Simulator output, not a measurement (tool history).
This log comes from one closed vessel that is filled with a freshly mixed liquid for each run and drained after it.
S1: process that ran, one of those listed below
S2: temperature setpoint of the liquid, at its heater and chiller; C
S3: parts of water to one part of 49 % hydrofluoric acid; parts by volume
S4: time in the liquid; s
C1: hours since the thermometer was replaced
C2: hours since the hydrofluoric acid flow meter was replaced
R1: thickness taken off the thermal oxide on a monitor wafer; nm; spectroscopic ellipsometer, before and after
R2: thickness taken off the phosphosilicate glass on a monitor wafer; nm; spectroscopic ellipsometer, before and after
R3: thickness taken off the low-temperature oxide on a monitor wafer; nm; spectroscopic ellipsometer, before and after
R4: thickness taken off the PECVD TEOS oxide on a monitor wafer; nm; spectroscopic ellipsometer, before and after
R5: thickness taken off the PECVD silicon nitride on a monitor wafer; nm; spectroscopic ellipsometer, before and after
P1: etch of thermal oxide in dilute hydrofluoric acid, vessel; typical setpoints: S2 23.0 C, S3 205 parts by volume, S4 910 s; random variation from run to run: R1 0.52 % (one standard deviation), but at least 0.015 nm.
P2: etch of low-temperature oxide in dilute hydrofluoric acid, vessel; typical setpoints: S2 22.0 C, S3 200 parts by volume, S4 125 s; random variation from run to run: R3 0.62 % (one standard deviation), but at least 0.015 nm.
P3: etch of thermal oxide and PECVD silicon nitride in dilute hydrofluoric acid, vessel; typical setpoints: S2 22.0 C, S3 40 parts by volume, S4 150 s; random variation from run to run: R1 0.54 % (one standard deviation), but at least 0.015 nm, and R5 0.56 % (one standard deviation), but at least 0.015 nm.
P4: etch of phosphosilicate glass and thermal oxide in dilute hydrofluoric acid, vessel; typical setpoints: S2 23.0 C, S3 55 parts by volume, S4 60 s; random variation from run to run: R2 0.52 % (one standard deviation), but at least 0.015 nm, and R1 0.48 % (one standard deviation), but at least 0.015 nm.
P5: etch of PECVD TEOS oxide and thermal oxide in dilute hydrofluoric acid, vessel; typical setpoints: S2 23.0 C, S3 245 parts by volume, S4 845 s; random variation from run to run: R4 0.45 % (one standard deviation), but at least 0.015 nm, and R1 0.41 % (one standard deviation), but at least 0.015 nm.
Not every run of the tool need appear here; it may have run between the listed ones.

run   hour  S1    S2   S3    S4     C1      C2       R1       R2      R3        R4       R5
  1   10.7  P1  23.0  205   910  255.3   921.5  18.8530
  2   17.0  P4  23.0   55    30  261.6   927.8   2.6738   52.121
  3   30.7  P2  22.0  200   125  275.3   941.5                    5.6066
  4   39.0  P4  23.0   55    60  283.6   949.8   5.3465  103.700
  5   48.7  P1  23.0  205  1445  293.3   959.5  29.7570
  6   61.4  P5  28.0  245   845  306.0   972.2  16.1420                    50.5690
  7   74.3  P5  23.0  245   845  318.9   985.1  13.5260                    42.3980
  8   83.4  P3  17.0   40   150  328.0   994.2  14.3040                              9.7890
  9   92.9  P1  23.0  205   910  337.5  1003.7  18.8840
 10  105.5  P3  22.0   65   150  350.1  1016.3  10.5370                              8.6382
 11  117.0  P5  23.0   85   845  361.6  1027.8  46.6120                   146.8200
 12  124.7  P1  23.0  205   910  369.3  1035.5  18.7740
 13  135.0  P3  22.0   40   150  379.6  1045.8  17.6600                             13.9460
 14  147.2  P1  23.0  205   910  391.8  1058.0  18.7210
 15  155.7  P1  23.0   55   910  400.3  1066.5  82.8710
 16  163.1  P1  19.5  205   910  407.7  1073.9  16.4980
 17  172.9  P2  22.0  200   180  417.5  1083.7                    8.1330
 18  181.7  P1  27.5  205   910  426.3  1092.5  22.2050
 19  192.9  P5  23.0  245   180  437.5  1103.7   2.8574                     9.0554
 20  203.4  P1  23.0  285   910  448.0  1114.2  12.6090
 21  212.9  P1  23.0  205   160  457.5  1123.7   3.3474
 22  222.4  P3  22.0   40   225  467.0  1133.2  26.4380                             20.9330
 23  232.4  P1  17.0  205   215  477.0  1143.2   3.5178
 24  243.5  P3  22.0   40   150  488.1  1154.3  17.4880                             13.9780
 25  252.7  P4  30.0   55    60  497.3  1163.5   7.1193  139.180

Expected results for the next run?
 26  264.8  P1  29.0  205  165  509.4  1175.6   ?

R1: 4.2323 nm

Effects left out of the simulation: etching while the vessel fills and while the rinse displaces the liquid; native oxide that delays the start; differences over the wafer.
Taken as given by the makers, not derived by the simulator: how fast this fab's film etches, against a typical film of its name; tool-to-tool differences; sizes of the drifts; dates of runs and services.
